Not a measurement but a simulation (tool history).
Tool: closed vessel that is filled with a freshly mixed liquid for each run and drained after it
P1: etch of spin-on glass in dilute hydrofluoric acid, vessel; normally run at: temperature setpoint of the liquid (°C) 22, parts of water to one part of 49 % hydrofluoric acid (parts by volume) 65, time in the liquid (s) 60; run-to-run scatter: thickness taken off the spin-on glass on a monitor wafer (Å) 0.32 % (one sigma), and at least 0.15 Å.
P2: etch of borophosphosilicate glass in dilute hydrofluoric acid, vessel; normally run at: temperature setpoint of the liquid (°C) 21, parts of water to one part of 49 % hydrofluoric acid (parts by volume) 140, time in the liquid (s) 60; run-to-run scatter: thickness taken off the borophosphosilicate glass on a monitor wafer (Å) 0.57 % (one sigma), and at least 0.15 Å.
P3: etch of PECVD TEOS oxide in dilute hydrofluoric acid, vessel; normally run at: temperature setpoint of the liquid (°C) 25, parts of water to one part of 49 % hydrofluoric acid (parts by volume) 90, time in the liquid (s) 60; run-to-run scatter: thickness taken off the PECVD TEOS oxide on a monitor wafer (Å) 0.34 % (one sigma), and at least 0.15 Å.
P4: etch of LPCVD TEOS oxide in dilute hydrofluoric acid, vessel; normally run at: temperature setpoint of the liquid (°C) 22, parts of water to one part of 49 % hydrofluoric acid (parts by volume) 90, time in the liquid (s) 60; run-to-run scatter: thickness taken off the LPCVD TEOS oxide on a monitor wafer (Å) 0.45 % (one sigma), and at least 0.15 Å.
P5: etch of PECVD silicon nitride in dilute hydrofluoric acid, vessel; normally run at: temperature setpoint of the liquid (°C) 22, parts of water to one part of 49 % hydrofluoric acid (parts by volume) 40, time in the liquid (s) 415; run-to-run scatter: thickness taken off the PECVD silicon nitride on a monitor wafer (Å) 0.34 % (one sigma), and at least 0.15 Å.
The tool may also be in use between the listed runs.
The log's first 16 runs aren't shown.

| run | hour | process that ran | temperature setpoint of the liquid (°C) | parts of water to one part of 49 % hydrofluoric acid (parts by volume) | time in the liquid (s) | hours since the thermometer was replaced | hours since the hydrofluoric acid flow meter was replaced | thickness taken off the spin-on glass on a monitor wafer (Å) | thickness taken off the LPCVD TEOS oxide on a monitor wafer (Å) | thickness taken off the borophosphosilicate glass on a monitor wafer (Å) | thickness taken off the PECVD silicon nitride on a monitor wafer (Å) | thickness taken off the PECVD TEOS oxide on a monitor wafer (Å) |
|---|---|---|---|---|---|---|---|---|---|---|---|---|
| 17 | 74.4 | P1 | 26.5 | 65 | 60 | 4.8 | 611.1 | 310.25 |  |  |  |  |
| 18 | 78.7 | P4 | 22 | 90 | 110 | 9.1 | 615.4 |  | 635.78 |  |  |  |
| 19 | 83.1 | P1 | 22 | 65 | 60 | 13.5 | 619.8 | 256.25 |  |  |  |  |
| 20 | 88.5 | P5 | 22 | 40 | 795 | 18.9 | 625.2 |  |  |  | 755.07 |  |
| 21 | 92.9 | P2 | 21 | 40 | 60 | 23.3 | 629.6 |  |  | 948.72 |  |  |
| 22 | 98.6 | P1 | 22 | 65 | 60 | 29 | 635.3 | 258.06 |  |  |  |  |
| 23 | 103.8 | P3 | 25 | 45 | 60 | 34.2 | 640.5 |  |  |  |  | 155.14 |
| 24 | 109 | P1 | 17 | 65 | 60 | 39.4 | 645.7 | 209.14 |  |  |  |  |
| 25 | 115 | P1 | 26.5 | 65 | 115 | 45.4 | 651.7 | 595.08 |  |  |  |  |
| 26 | 120.3 | P1 | 22 | 65 | 30 | 50.7 | 657 | 128.89 |  |  |  |  |
| 27 | 123.5 | P3 | 25 | 90 | 30 | 53.9 | 660.2 |  |  |  |  | 36.941 |
| 28 | 127.7 | P3 | 25 | 90 | 60 | 58.1 | 664.4 |  |  |  |  | 73.173 |
| 29 | 132.7 | P3 | 18 | 90 | 60 | 63.1 | 669.4 |  |  |  |  | 54.804 |

Forecast run 30:
| 30 | 136.3 | P4 | 22 | 90 | 60 | 66.7 | 673 |  | ? |  |  |  |

{"run 30": {"thickness taken off the LPCVD TEOS oxide on a monitor wafer (Å)": 344.49}}
